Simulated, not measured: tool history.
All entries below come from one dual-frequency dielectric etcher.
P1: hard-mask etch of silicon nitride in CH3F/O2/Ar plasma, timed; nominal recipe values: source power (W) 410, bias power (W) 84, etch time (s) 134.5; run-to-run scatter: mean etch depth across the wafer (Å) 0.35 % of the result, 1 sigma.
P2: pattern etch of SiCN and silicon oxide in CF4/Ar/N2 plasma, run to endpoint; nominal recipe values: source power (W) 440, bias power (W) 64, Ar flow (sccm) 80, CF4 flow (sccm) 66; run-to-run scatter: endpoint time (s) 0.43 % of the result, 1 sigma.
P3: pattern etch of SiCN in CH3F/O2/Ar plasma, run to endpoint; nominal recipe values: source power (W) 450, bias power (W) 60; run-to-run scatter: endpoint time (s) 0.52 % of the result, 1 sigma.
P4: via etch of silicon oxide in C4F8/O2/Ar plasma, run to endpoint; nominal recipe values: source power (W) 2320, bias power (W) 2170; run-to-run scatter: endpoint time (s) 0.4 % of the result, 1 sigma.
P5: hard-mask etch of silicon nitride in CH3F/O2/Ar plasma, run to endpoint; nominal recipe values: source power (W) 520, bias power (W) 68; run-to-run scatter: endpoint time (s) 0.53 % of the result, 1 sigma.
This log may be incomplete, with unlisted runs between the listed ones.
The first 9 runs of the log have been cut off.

run,hour,process that ran,source power (W),bias power (W),etch time (s),Ar flow (sccm),CF4 flow (sccm),hours since the last wet clean,hours since the last source power generator calibration,hours since the last bias power generator calibration,mean etch depth across the wafer (Å),endpoint time (s)
10,91,P1,410,52,162,,,380.6,2288.7,625,1002,
11,102.1,P1,410,115,77,,,391.7,2299.8,636.1,631.07,
12,108.9,P2,440,64,,80,66,398.5,2306.6,642.9,,19.332
13,120.4,P1,410,58,134.5,,,410,2318.1,654.4,864,
14,132.3,P4,2320,2170,,,,421.9,2330,666.3,,272.12
15,141.4,P4,1690,2170,,,,431,2339.1,675.4,,308.77
16,151.1,P3,620,60,,,,440.7,2348.8,685.1,,19.229
17,159.7,P1,320,84,134.5,,,449.3,2357.4,693.7,895.2,
18,168,P2,440,64,,109,66,457.6,2365.7,702,,20.537
19,180.1,P1,410,84,134.5,,,469.7,2377.8,714.1,983,
20,192.3,P1,560,84,74,,,481.9,2390,726.3,608.52,
21,205.3,P4,2320,1730,,,,494.9,2403,739.3,,289.25
22,213.6,P3,450,82,,,,503.2,2411.3,747.6,,19.519
23,220.6,P1,410,84,134.5,,,510.2,2418.3,754.6,983.18,
24,230.7,P1,410,103,134.5,,,520.3,2428.4,764.7,1059.6,
25,240.4,P5,520,68,,,,530,2438.1,774.4,,70.585
# hour 246.4: wet clean of the chamber
26,252.3,P1,410,84,75,,,6,2450,786.3,545.94,
27,264.3,P5,520,45,,,,18,2462,798.3,,80.109
28,271.9,P1,490,84,134.5,,,25.6,2469.6,805.9,1053,
29,284.7,P2,440,64,,80,66,38.4,2482.4,818.7,,19.507
30,291.2,P3,450,60,,,,44.9,2488.9,825.2,,21.762
31,301.3,P1,410,84,134.5,,,55,2499,835.3,980.25,
32,311.2,P1,410,84,134.5,,,64.9,2508.9,845.2,973.12,

Run 33 has not been measured yet. What should we expect?
33,318,P1,410,84,134.5,,,71.7,2515.7,852,?,

For run 33 the tool returned mean etch depth across the wafer (Å) 964.94.

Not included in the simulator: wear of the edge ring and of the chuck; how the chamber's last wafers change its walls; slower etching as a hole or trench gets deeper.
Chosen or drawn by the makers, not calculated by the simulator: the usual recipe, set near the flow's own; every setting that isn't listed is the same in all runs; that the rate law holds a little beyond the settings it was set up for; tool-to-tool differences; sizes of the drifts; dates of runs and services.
